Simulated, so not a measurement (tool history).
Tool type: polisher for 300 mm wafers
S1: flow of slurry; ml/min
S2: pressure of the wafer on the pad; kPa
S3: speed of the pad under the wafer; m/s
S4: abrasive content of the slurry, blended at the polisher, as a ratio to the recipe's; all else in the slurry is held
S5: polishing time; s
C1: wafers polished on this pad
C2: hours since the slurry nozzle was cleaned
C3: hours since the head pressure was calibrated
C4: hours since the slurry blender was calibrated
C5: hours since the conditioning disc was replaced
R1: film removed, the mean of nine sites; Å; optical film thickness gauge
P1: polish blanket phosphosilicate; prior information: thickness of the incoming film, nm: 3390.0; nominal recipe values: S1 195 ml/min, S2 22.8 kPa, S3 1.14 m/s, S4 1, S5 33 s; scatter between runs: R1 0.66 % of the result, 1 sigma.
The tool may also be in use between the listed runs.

Run 1, hour 10.5: S1 195 ml/min, S2 22.8 kPa, S3 1.14 m/s, S4 1, S5 33 s; C1 334; C2 86.8; C3 373.4; C4 208; C5 93.7. Result: R1 3753.5 Å.
Run 2, hour 17.2: S1 195 ml/min, S2 35.2 kPa, S3 1.14 m/s, S4 1, S5 33 s; C1 437; C2 93.5; C3 380.1; C4 214.7; C5 100.4. Result: R1 5738 Å.
Run 3, hour 25.9: S1 195 ml/min, S2 11.7 kPa, S3 1.14 m/s, S4 1.25, S5 33 s; C1 571; C2 102.2; C3 388.8; C4 223.4; C5 109.1. Result: R1 2105.8 Å.
Run 4, hour 35.6: S1 195 ml/min, S2 22.8 kPa, S3 0.66 m/s, S4 1, S5 33 s; C1 720; C2 111.9; C3 398.5; C4 233.1; C5 118.8. Result: R1 2395.7 Å.
Run 5, hour 45.9: S1 195 ml/min, S2 22.8 kPa, S3 1.76 m/s, S4 1, S5 33 s; C1 878; C2 122.2; C3 408.8; C4 243.4; C5 129.1. Result: R1 5218.2 Å.
Run 6, hour 54.6: S1 195 ml/min, S2 22.8 kPa, S3 1.14 m/s, S4 1, S5 33 s; C1 1012; C2 130.9; C3 417.5; C4 252.1; C5 137.8. Result: R1 3678.8 Å.
Run 7, hour 65.8: S1 195 ml/min, S2 12.4 kPa, S3 1.14 m/s, S4 1, S5 18 s; C1 1184; C2 142.1; C3 428.7; C4 263.3; C5 149. Result: R1 1117.9 Å.
Run 8, hour 76.3: S1 195 ml/min, S2 22.8 kPa, S3 1.14 m/s, S4 1.4, S5 33 s; C1 1346; C2 152.6; C3 439.2; C4 273.8; C5 159.5. Result: R1 4249.9 Å.
Run 9, hour 88.6: S1 195 ml/min, S2 22.8 kPa, S3 1.14 m/s, S4 1, S5 33 s; C1 1535; C2 164.9; C3 451.5; C4 286.1; C5 171.8. Result: R1 3696.8 Å.
Run 10, hour 100.5: S1 195 ml/min, S2 22.8 kPa, S3 1.14 m/s, S4 1, S5 49 s; C1 1718; C2 176.8; C3 463.4; C4 298; C5 183.7. Result: R1 5426.1 Å.
Run 11, hour 107.8: S1 195 ml/min, S2 13.8 kPa, S3 1.14 m/s, S4 0.75, S5 33 s; C1 1830; C2 184.1; C3 470.7; C4 305.3; C5 191. Result: R1 1951 Å.
Run 12, hour 119.5: S1 195 ml/min, S2 22.8 kPa, S3 1.14 m/s, S4 1, S5 33 s; C1 2010; C2 195.8; C3 482.4; C4 317; C5 202.7. Result: R1 3696.7 Å.
Run 13, hour 125.8: S1 195 ml/min, S2 22.8 kPa, S3 1.14 m/s, S4 1, S5 33 s; C1 2107; C2 202.1; C3 488.7; C4 323.3; C5 209. Result: R1 3670.3 Å.
Run 14, hour 133.2: S1 195 ml/min, S2 10.3 kPa, S3 1.14 m/s, S4 1, S5 33 s; C1 2221; C2 209.5; C3 496.1; C4 330.7; C5 216.4. Result: R1 1696.3 Å.
Run 15, hour 144.6: S1 195 ml/min, S2 22.8 kPa, S3 1.14 m/s, S4 0.5, S5 33 s; C1 2396; C2 220.9; C3 507.5; C4 342.1; C5 227.8. Result: R1 2547.3 Å.
At hour 147.5: slurry nozzle cleaned.
Run 16, hour 155.7: S1 305 ml/min, S2 22.8 kPa, S3 1.14 m/s, S4 1, S5 33 s; C1 2567; C2 8.2; C3 518.6; C4 353.2; C5 238.9. Result: R1 3902.1 Å.
Run 17, hour 161.8: S1 195 ml/min, S2 22.8 kPa, S3 1.14 m/s, S4 1, S5 33 s; C1 2661; C2 14.3; C3 524.7; C4 359.3; C5 245. Result: R1 3693.9 Å.
Run 18, hour 170: S1 195 ml/min, S2 22.8 kPa, S3 1.14 m/s, S4 1, S5 17 s; C1 2787; C2 22.5; C3 532.9; C4 367.5; C5 253.2. Result: R1 1906.9 Å.
Run 19, hour 180.5: S1 195 ml/min, S2 22.8 kPa, S3 1.14 m/s, S4 1, S5 33 s; C1 2948; C2 33; C3 543.4; C4 378; C5 263.7. Result: R1 3716 Å.
Run 20, hour 186.7: S1 115 ml/min, S2 22.8 kPa, S3 1.14 m/s, S4 1, S5 33 s; C1 3044; C2 39.2; C3 549.6; C4 384.2; C5 269.9. Result: R1 3398.2 Å.
Run 21, hour 198.2: S1 195 ml/min, S2 22.8 kPa, S3 1.14 m/s, S4 1, S5 33 s; C1 3221; C2 50.7; C3 561.1; C4 395.7; C5 281.4. Result: R1 3670.1 Å.
Run 22, hour 208.4: S1 195 ml/min, S2 22.8 kPa, S3 1.14 m/s, S4 1, S5 33 s; C1 3378; C2 60.9; C3 571.3; C4 405.9; C5 291.6. Result: R1 3611.7 Å.
Run 23, hour 220.5: S1 195 ml/min, S2 22.8 kPa, S3 1.14 m/s, S4 1, S5 33 s; C1 3564; C2 73; C3 583.4; C4 418; C5 303.7. Result: R1 3516.8 Å.
Run 24, hour 229.2: S1 195 ml/min, S2 22.8 kPa, S3 1.14 m/s, S4 1, S5 33 s; C1 3697; C2 81.7; C3 592.1; C4 426.7; C5 312.4. Result: R1 3425.1 Å.
At hour 237.7: conditioning disc replaced and pad reconditioned.
Run 25, hour 237.8: S1 195 ml/min, S2 22.8 kPa, S3 1.14 m/s, S4 1, S5 33 s; C1 3830; C2 90.3; C3 600.7; C4 435.3; C5 0.1. Result: R1 3457.5 Å.
At hour 242.8: slurry nozzle cleaned.
Run 26, hour 248.5: S1 195 ml/min, S2 22.8 kPa, S3 1.14 m/s, S4 1, S5 33 s; C1 3994; C2 5.8; C3 611.4; C4 446; C5 10.8. Result: R1 3357.8 Å.
Run 27, hour 258: S1 195 ml/min, S2 22.8 kPa, S3 1.14 m/s, S4 1, S5 33 s; C1 4140; C2 15.3; C3 620.9; C4 455.5; C5 20.3. Result: R1 3405.3 Å.
At hour 261.2: head pressure recalibrated.
Run 28, hour 270.2: S1 195 ml/min, S2 22.8 kPa, S3 1.14 m/s, S4 1, S5 33 s; C1 4328; C2 27.5; C3 9; C4 467.7; C5 32.5. Result: R1 3419.7 Å.
Run 29, hour 277.8: S1 195 ml/min, S2 22.8 kPa, S3 1.14 m/s, S4 1, S5 33 s; C1 4445; C2 35.1; C3 16.6; C4 475.3; C5 40.1. Result: R1 3384.1 Å.
Run 30, hour 286.2: S1 195 ml/min, S2 22.8 kPa, S3 1.14 m/s, S4 1, S5 33 s; C1 4574; C2 43.5; C3 25; C4 483.7; C5 48.5. Result: R1 3325.3 Å.

What P1 gives has crept off from where it sat before. The 2 causes that follow fit the log equally well, each at the size noted:
A: removal rate lost through wear of the pad, % = 9.09
B: abrasive missing from the slurry, % = 18
Creep in the process output first set in at about hour 198.2.
Each remaining cause and why it is not a fit:
slurry flow missing at the pad, %: serviced at hour 242.8, which brought nothing back
head's pressure below its setpoint, %: serviced at hour 261.2, which brought nothing back
time polished since the conditioner stopped cutting, s: serviced at hour 237.7, which brought nothing back

Which of the check runs below tells the causes apart, meaning the causes would give it clearly different results? Each run uses 2 wafers whose results are averaged, and each result is shown as a question mark.
Run check 1, hour 294.6: S1 195 ml/min, S2 22.8 kPa, S3 1.14 m/s, S4 1, S5 47 s. Result: R1 ?.
Run check 2, hour 294.6: S1 195 ml/min, S2 22.8 kPa, S3 0.68 m/s, S4 1.2, S5 33 s. Result: R1 ?.
Run check 3, hour 294.6: S1 290 ml/min, S2 10.3 kPa, S3 1.14 m/s, S4 1, S5 33 s. Result: R1 ?.
Run check 4, hour 294.6: S1 195 ml/min, S2 22.8 kPa, S3 1.14 m/s, S4 0.5, S5 33 s. Result: R1 ?.

Expected result of each check under each candidate cause:
  check  result    if A    if B
check 1      R1  4804.6  4805.5
check 2      R1  2414.2  2436.4
check 3      R1  1603.9  1604.2
check 4      R1  2319.2  2243.4
Gap, in per cent, between the two causes that each check separates least, read from the result that separates them most: check 1 0.02 %; check 2 0.92 %; check 3 0.02 %; check 4 3.33 %
Only check 4 tells the causes apart: in the others they would give nearly the same result.

After running check 4, the following was obtained: R1 2241.8 Å. Which cause does this point to?

It is B: abrasive missing from the slurry, %.
